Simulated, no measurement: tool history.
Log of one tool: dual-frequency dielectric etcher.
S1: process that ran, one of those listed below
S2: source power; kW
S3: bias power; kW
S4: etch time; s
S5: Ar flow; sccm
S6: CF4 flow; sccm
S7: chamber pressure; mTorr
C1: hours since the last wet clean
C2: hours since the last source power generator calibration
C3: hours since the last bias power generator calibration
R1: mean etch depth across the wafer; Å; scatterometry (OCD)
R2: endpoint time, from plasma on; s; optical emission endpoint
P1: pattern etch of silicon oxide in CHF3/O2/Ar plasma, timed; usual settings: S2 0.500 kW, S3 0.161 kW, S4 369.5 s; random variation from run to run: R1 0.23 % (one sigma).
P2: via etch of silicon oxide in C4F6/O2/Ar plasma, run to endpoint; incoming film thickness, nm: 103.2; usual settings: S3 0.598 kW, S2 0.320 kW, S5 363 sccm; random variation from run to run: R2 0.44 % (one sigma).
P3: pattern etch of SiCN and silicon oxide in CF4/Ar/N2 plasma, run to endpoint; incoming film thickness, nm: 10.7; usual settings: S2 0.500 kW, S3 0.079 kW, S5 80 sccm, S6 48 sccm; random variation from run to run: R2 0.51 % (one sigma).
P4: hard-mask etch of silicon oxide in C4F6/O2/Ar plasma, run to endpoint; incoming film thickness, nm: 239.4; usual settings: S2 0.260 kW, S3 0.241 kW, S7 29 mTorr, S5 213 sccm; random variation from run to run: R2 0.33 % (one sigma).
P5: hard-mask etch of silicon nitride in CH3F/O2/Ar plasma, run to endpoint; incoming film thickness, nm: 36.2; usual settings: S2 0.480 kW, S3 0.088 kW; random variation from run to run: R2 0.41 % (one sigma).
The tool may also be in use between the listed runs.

run    day  S1     S2     S3     S4   S5  S6  S7     C1      C2      C3      R1       R2
  1  0.217  P1  0.500  0.161  369.5               455.4  1278.9  3219.3  6533.7
  2  0.421  P3  0.500  0.079          80  48      460.3  1283.8  3224.2          11.3250
  3  0.550  P1  0.500  0.161  369.5               463.4  1286.9  3227.3  6514.9
  4  0.746  P3  0.700  0.079          80  48      468.1  1291.6  3232.0           8.4325
  5  0.917  P1  0.500  0.161  546.0               472.2  1295.7  3236.1  9600.4
  6  1.142  P1  0.500  0.161  369.5               477.6  1301.1  3241.5  6505.6
  7  1.333  P2  0.320  0.758         363          482.2  1305.7  3246.1          21.3880
  8  1.529  P2  0.320  0.598         363          486.9  1310.4  3250.8          23.3550
     1.588  -- source power generator calibrated
  9  1.717  P1  0.610  0.161  369.5               491.4     3.2  3255.3  7054.3
 10  1.900  P4  0.260  0.168         213      29  495.8     7.6  3259.7          88.1490
 11  2.092  P5  0.640  0.088                      500.4    12.2  3264.3          40.5520
 12  2.346  P5  0.480  0.118                      506.5    18.3  3270.4          40.9140
 13  2.562  P2  0.320  0.598         227          511.7    23.5  3275.6          22.1930
 14  2.692  P1  0.500  0.127  369.5               514.8    26.6  3278.7  6029.9
 15  2.883  P4  0.260  0.241         213      35  519.4    31.2  3283.3          79.6460
 16  3.025  P1  0.670  0.161  271.0               522.8    34.6  3286.7  5335.1
 17  3.142  P1  0.500  0.226  369.5               525.6    37.4  3289.5  7290.1
 18  3.371  P5  0.480  0.088                      531.1    42.9  3295.0          45.2830
 19  3.621  P3  0.500  0.079          80  64      537.1    48.9  3301.0          10.7880
 20  3.829  P1  0.410  0.161  369.5               542.1    53.9  3306.0  6005.8
 21  4.058  P1  0.500  0.161  369.5               547.6    59.4  3311.5  6488.9
     4.246  -- bias power generator calibrated
 22  4.283  P1  0.500  0.161  229.0               553.0    64.8     1.0  4027.7
 23  4.400  P2  0.320  0.598         363          555.8    67.6     3.8          23.4310
 24  4.596  P4  0.260  0.241         213      29  560.5    72.3     8.5          78.1660
 25  4.788  P1  0.500  0.161  369.5               565.1    76.9    13.1  6500.3
 26  4.988  P4  0.260  0.241         137      29  569.9    81.7    17.9          74.2570
 27  5.221  P3  0.500  0.095          80  48      575.5    87.3    23.5          10.5100
 28  5.450  P1  0.500  0.161  369.5               581.0    92.8    29.0  6491.0
 29  5.692  P3  0.500  0.079          47  48      586.8    98.6    34.8          10.4030
 30  5.875  P4  0.160  0.241         213      29  591.2   103.0    39.2          93.9590
 31  6.079  P2  0.440  0.598         363          596.1   107.9    44.1          20.5410
 32  6.288  P4  0.260  0.241         213      29  601.1   112.9    49.1          78.4960
 33  6.433  P1  0.500  0.161  369.5               604.6   116.4    52.6  6496.4
 34  6.596  P1  0.500  0.161  369.5               608.5   120.3    56.5  6453.7
 35  6.846  P1  0.500  0.161  369.5               614.5   126.3    62.5  6437.3
 36  6.983  P1  0.500  0.161  369.5               617.8   129.6    65.8  6453.1
     7.096  -- wet clean of the chamber
 37  7.188  P1  0.500  0.161  369.5                 2.3   134.5    70.7  6409.6
 38  7.329  P1  0.500  0.161  369.5                 5.7   137.9    74.1  6409.8
 39  7.575  P1  0.500  0.161  369.5                11.6   143.8    80.0  6416.7
 40  7.754  P1  0.500  0.161  369.5                15.9   148.1    84.3  6405.9

What P1 gives has crept away from where it was. These 2 causes fit the log equally well, each at the size given:
A: bias power that arrives under what is set, % = 4.35
B: source power that arrives under what is set, % = 3.77
The creep began at about day 6.433.
Why every other cause is out:
chamber walls in a state that lowers the etch rate, %: serviced at day 7.096, which brought nothing back

4 check runs are offered, each on 5 wafers whose results are averaged, their results left as question marks. Which one tells the causes apart?
check 1  7.933  P5  0.600  0.118                                    ?
check 2  7.933  P4  0.160  0.241      178      29                   ?
check 3  7.933  P2  0.400  0.598      363                           ?
check 4  7.933  P3  0.500  0.079       52  63                       ?

What each check would give under each cause:
  check  result     if A     if B
check 1      R2  38.1360  38.0580
check 2      R2  93.1610  93.0420
check 3      R2  21.8690  21.8050
check 4      R2  10.3560  10.5670
How far apart the two closest causes lie, in the result that separates them most: check 1 0.2 %; check 2 0.13 %; check 3 0.29 %; check 4 2.01 %
Only check 4 tells the causes apart: in the others they would give nearly the same result.

Check 4 was then run and gave: R2 10.3510 s. Which cause is it?

It is A: bias power that arrives under what is set, %.
